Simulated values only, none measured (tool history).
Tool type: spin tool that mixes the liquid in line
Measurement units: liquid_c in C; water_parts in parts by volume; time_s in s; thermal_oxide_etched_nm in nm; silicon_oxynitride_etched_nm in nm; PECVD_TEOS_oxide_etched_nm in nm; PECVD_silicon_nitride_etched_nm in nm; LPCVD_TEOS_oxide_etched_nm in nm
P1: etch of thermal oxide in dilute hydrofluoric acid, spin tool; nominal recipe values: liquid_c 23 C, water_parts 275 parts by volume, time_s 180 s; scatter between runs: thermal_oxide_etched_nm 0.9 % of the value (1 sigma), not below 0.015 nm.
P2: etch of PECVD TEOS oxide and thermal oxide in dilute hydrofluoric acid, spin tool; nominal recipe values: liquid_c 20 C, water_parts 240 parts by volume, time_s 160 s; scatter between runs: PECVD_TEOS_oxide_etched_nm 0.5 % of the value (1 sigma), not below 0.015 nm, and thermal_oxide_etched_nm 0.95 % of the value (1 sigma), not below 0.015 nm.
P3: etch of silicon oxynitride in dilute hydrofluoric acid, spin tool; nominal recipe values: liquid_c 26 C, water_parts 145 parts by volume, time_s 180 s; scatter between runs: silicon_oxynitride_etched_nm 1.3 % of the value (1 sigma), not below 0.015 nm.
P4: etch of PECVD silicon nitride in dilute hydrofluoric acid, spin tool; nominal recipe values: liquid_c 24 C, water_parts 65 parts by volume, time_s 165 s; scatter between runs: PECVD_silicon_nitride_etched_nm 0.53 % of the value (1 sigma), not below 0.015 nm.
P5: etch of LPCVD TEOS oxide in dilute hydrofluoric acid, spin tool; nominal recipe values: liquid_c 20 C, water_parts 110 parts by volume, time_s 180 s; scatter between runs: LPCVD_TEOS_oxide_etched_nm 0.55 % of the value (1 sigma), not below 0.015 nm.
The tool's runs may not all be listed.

run	hour	process	liquid_c	water_parts	time_s	thermal_oxide_etched_nm	silicon_oxynitride_etched_nm	PECVD_TEOS_oxide_etched_nm	PECVD_silicon_nitride_etched_nm	LPCVD_TEOS_oxide_etched_nm
1	17	P1	23	275	180	2.6571				
2	31.8	P3	26	250	180		1.0551			
3	48.9	P1	18	275	180	2.2163				
4	63.7	P2	20	240	85	1.417		7.5551		
5	78.1	P1	30	275	180	3.315				
6	90.2	P1	23	275	180	2.6092				
7	105.3	P1	23	275	180	2.6397				
8	117.8	P1	23	275	15	0.21493				
9	131.8	P2	20	150	160	4.6205		25.062		
10	149.3	P1	19.5	275	275	3.5858				
11	159.8	P4	24	65	30				2.5499	
12	174.9	P1	23	75	180	12.228				
13	185.9	P5	20	20	180					146.05
14	194	P4	24	65	165				14.108	
15	211.7	P1	23	275	180	2.6402				
16	228.1	P3	26	145	180		1.9463			
17	238.4	P5	27	110	180					31.678
18	253.4	P4	31.5	65	165				22.941	
19	265.7	P1	23	275	180	2.6634				
20	277.9	P3	32.5	145	180		2.5247			
21	289	P3	26	145	340		3.5862			
22	298.8	P5	20	110	300					39.814
23	307.6	P5	20	110	180					23.904
24	315.7	P3	26	145	180		1.9717			
25	328.3	P4	24	65	165				14.114	
26	345.6	P2	20	240	160	2.6006		14.223		
27	360.1	P1	23	275	180	2.6803				
28	371.8	P2	17	240	160	2.3654		12.825		
29	380.4	P4	24	20	165				44.199	
30	392.8	P1	23	275	330	4.8825				
31	407.5	P1	23	275	180	2.6932				
32	425	P1	23	430	180	1.4909				
33	441.8	P1	23	275	180	2.6957				
34	456.8	P1	23	275	180	2.7575				
35	470.1	P1	23	275	180	2.7538				
36	485.9	P1	23	275	180	2.8052				
37	499.3	P1	23	275	180	2.7801				
38	509.1	P1	23	275	180	2.793				
39	523.2	P1	23	275	180	2.8556				
40	534.4	P1	23	275	180	2.7736				
41	542.9	P1	23	275	180	2.8217				

What P1 gives has crept off from where it sat before. The 2 causes that follow fit the log equally well, each at the size noted:
A: liquid hotter than its thermometer reads (K) = 1.56
B: hydrofluoric acid flow above the setpoint (%) = 4.44
Creep in the process output first set in at about hour 441.8.

Of the 4 check runs listed below, each run on one wafer and each result written as a question mark, which would let you distinguish the listed causes because they would give clearly different results?
check 1	551.4	P3	31	240	180		?			
check 2	551.4	P5	25	110	180					?
check 3	551.4	P2	17	240	90	?		?		
check 4	551.4	P4	31.5	40	165				?	

What each check would give under each cause:
check	result	if A	if B
check 1	silicon_oxynitride_etched_nm	1.4181	1.4039
check 2	LPCVD_TEOS_oxide_etched_nm	31.099	30.757
check 3	thermal_oxide_etched_nm	1.4009	1.3899
check 3	PECVD_TEOS_oxide_etched_nm	7.6351	7.5747
check 4	PECVD_silicon_nitride_etched_nm	41.191	38.917
Separation of the two closest causes in each check, using whichever result separates them best: check 1 1.01 %; check 2 1.1 %; check 3 0.79 %; check 4 5.68 %
Check 4 is the one run that separates the causes; every other check would come out nearly the same whichever cause is at work.

After running check 4, the following was obtained: PECVD_silicon_nitride_etched_nm 38.919 nm. Which cause does this point to?

It was cause B: hydrofluoric acid flow above the setpoint (%).
